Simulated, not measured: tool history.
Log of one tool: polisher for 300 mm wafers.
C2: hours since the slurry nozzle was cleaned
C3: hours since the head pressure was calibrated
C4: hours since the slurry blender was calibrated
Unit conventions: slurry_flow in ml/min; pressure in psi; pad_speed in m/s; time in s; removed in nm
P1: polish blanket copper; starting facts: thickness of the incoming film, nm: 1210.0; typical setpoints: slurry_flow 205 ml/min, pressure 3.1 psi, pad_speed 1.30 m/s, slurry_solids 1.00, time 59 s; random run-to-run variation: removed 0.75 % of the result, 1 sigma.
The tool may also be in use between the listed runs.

run 1 hour=7.2 | slurry_flow=205 pressure=3.1 pad_speed=1.30 slurry_solids=1.00 time=59 | wafers_polished_on_this_pad=540 C2=637.1 C3=189.1 C4=92.4 | removed=195.420
run 2 hour=16.1 | slurry_flow=205 pressure=3.1 pad_speed=1.30 slurry_solids=1.00 time=59 | wafers_polished_on_this_pad=653 C2=646.0 C3=198.0 C4=101.3 | removed=198.910
-- hour=18.7 slurry blender recalibrated
run 3 hour=26.0 | slurry_flow=205 pressure=3.1 pad_speed=1.30 slurry_solids=0.60 time=76 | wafers_polished_on_this_pad=779 C2=655.9 C3=207.9 C4=7.4 | removed=227.620
run 4 hour=34.5 | slurry_flow=205 pressure=1.4 pad_speed=1.30 slurry_solids=1.00 time=59 | wafers_polished_on_this_pad=887 C2=664.4 C3=216.4 C4=15.9 | removed=89.464
run 5 hour=42.4 | slurry_flow=205 pressure=3.1 pad_speed=1.30 slurry_solids=1.00 time=59 | wafers_polished_on_this_pad=987 C2=672.3 C3=224.3 C4=23.8 | removed=198.120
run 6 hour=51.8 | slurry_flow=205 pressure=3.1 pad_speed=1.30 slurry_solids=1.35 time=59 | wafers_polished_on_this_pad=1106 C2=681.7 C3=233.7 C4=33.2 | removed=208.910
run 7 hour=60.7 | slurry_flow=205 pressure=3.1 pad_speed=1.30 slurry_solids=1.00 time=59 | wafers_polished_on_this_pad=1220 C2=690.6 C3=242.6 C4=42.1 | removed=198.760
run 8 hour=68.8 | slurry_flow=205 pressure=3.1 pad_speed=1.30 slurry_solids=1.00 time=59 | wafers_polished_on_this_pad=1323 C2=698.7 C3=250.7 C4=50.2 | removed=197.410
-- hour=78.2 worn pad replaced by a new one
run 9 hour=78.3 | slurry_flow=205 pressure=3.1 pad_speed=1.30 slurry_solids=1.00 time=85 | wafers_polished_on_this_pad=2 C2=708.2 C3=260.2 C4=59.7 | removed=282.960
run 10 hour=83.5 | slurry_flow=315 pressure=3.1 pad_speed=1.30 slurry_solids=1.00 time=59 | wafers_polished_on_this_pad=68 C2=713.4 C3=265.4 C4=64.9 | removed=206.530
run 11 hour=91.6 | slurry_flow=205 pressure=3.1 pad_speed=1.30 slurry_solids=0.75 time=59 | wafers_polished_on_this_pad=171 C2=721.5 C3=273.5 C4=73.0 | removed=185.200
run 12 hour=98.9 | slurry_flow=125 pressure=3.1 pad_speed=0.66 slurry_solids=1.00 time=59 | wafers_polished_on_this_pad=264 C2=728.8 C3=280.8 C4=80.3 | removed=92.682
run 13 hour=105.3 | slurry_flow=205 pressure=3.1 pad_speed=1.30 slurry_solids=1.00 time=27 | wafers_polished_on_this_pad=345 C2=735.2 C3=287.2 C4=86.7 | removed=90.350
run 14 hour=111.3 | slurry_flow=205 pressure=3.1 pad_speed=0.62 slurry_solids=1.00 time=59 | wafers_polished_on_this_pad=421 C2=741.2 C3=293.2 C4=92.7 | removed=95.397
run 15 hour=116.5 | slurry_flow=205 pressure=3.1 pad_speed=1.30 slurry_solids=1.00 time=59 | wafers_polished_on_this_pad=487 C2=746.4 C3=298.4 C4=97.9 | removed=197.070
run 16 hour=121.3 | slurry_flow=125 pressure=3.1 pad_speed=1.30 slurry_solids=1.00 time=59 | wafers_polished_on_this_pad=548 C2=751.2 C3=303.2 C4=102.7 | removed=179.340
run 17 hour=130.8 | slurry_flow=205 pressure=4.7 pad_speed=1.30 slurry_solids=1.00 time=59 | wafers_polished_on_this_pad=669 C2=760.7 C3=312.7 C4=112.2 | removed=302.260
run 18 hour=138.9 | slurry_flow=205 pressure=3.1 pad_speed=1.96 slurry_solids=1.00 time=59 | wafers_polished_on_this_pad=772 C2=768.8 C3=320.8 C4=120.3 | removed=296.560
run 19 hour=145.2 | slurry_flow=205 pressure=3.1 pad_speed=1.30 slurry_solids=1.00 time=59 | wafers_polished_on_this_pad=852 C2=775.1 C3=327.1 C4=126.6 | removed=198.630
run 20 hour=149.9 | slurry_flow=205 pressure=3.1 pad_speed=1.30 slurry_solids=1.00 time=59 | wafers_polished_on_this_pad=912 C2=779.8 C3=331.8 C4=131.3 | removed=193.930
run 21 hour=156.1 | slurry_flow=205 pressure=3.1 pad_speed=1.30 slurry_solids=1.00 time=59 | wafers_polished_on_this_pad=991 C2=786.0 C3=338.0 C4=137.5 | removed=190.280
run 22 hour=162.5 | slurry_flow=205 pressure=3.1 pad_speed=1.30 slurry_solids=1.00 time=59 | wafers_polished_on_this_pad=1072 C2=792.4 C3=344.4 C4=143.9 | removed=187.180
run 23 hour=170.6 | slurry_flow=205 pressure=3.1 pad_speed=1.30 slurry_solids=1.00 time=59 | wafers_polished_on_this_pad=1175 C2=800.5 C3=352.5 C4=152.0 | removed=184.670
run 24 hour=175.2 | slurry_flow=205 pressure=3.1 pad_speed=1.30 slurry_solids=1.00 time=59 | wafers_polished_on_this_pad=1234 C2=805.1 C3=357.1 C4=156.6 | removed=185.790
-- hour=177.2 slurry blender recalibrated
run 25 hour=180.4 | slurry_flow=205 pressure=3.1 pad_speed=1.30 slurry_solids=1.00 time=59 | wafers_polished_on_this_pad=1300 C2=810.3 C3=362.3 C4=3.2 | removed=186.750
-- hour=186.2 worn pad replaced by a new one
run 26 hour=188.4 | slurry_flow=205 pressure=3.1 pad_speed=1.30 slurry_solids=1.00 time=59 | wafers_polished_on_this_pad=28 C2=818.3 C3=370.3 C4=11.2 | removed=182.040
run 27 hour=198.5 | slurry_flow=205 pressure=3.1 pad_speed=1.30 slurry_solids=1.00 time=59 | wafers_polished_on_this_pad=157 C2=828.4 C3=380.4 C4=21.3 | removed=181.550
run 28 hour=207.2 | slurry_flow=205 pressure=3.1 pad_speed=1.30 slurry_solids=1.00 time=59 | wafers_polished_on_this_pad=267 C2=837.1 C3=389.1 C4=30.0 | removed=181.900
run 29 hour=213.0 | slurry_flow=205 pressure=3.1 pad_speed=1.30 slurry_solids=1.00 time=59 | wafers_polished_on_this_pad=341 C2=842.9 C3=394.9 C4=35.8 | removed=180.860
run 30 hour=221.9 | slurry_flow=205 pressure=3.1 pad_speed=1.30 slurry_solids=1.00 time=59 | wafers_polished_on_this_pad=454 C2=851.8 C3=403.8 C4=44.7 | removed=182.430

Compared with where it was, what P1 gives has crept away. Each cause listed below fits the log as well as the rest, at the size given for it:
A: slurry flow missing at the pad, % = 38
B: head's pressure below its setpoint, % = 7.43
The drift started at roughly hour 145.2.
Other possible causes, and why each is ruled out:
removal rate lost through wear of the pad, %: serviced at hour 186.2, after the drift had started, without restoring the earlier output
abrasive missing from the slurry, %: serviced at hour 177.2, after the drift had started, without restoring the earlier output

Consider the 4 check runs below, whose results appear as question marks and each of which averages 5 wafers. Which one distinguishes the causes, in that each cause would give it a clearly different result?
run check 1 hour=230.8 | slurry_flow=205 pressure=3.1 pad_speed=0.62 slurry_solids=1.20 time=59 | removed=?
run check 2 hour=230.8 | slurry_flow=205 pressure=4.6 pad_speed=1.76 slurry_solids=1.00 time=59 | removed=?
run check 3 hour=230.8 | slurry_flow=205 pressure=1.4 pad_speed=1.30 slurry_solids=1.00 time=27 | removed=?
run check 4 hour=230.8 | slurry_flow=310 pressure=3.1 pad_speed=1.30 slurry_solids=1.00 time=59 | removed=?

How each check would come out, cause by cause:
check=check_1 result=removed if_A=90.577 if_B=90.571
check=check_2 result=removed if_A=366.760 if_B=366.740
check=check_3 result=removed if_A=37.731 if_B=37.728
check=check_4 result=removed if_A=195.530 if_B=190.720
Per check, the gap between the least separated pair of causes, taken in the result that splits them most: check 1 0.01 %; check 2 0.01 %; check 3 0.01 %; check 4 2.49 %
Check 4 distinguishes between the causes, while the remaining checks would return nearly the same result for all of them.

Here is what check 4 returned: removed 190.840 nm. Which cause is it?

It is B: head's pressure below its setpoint, %.
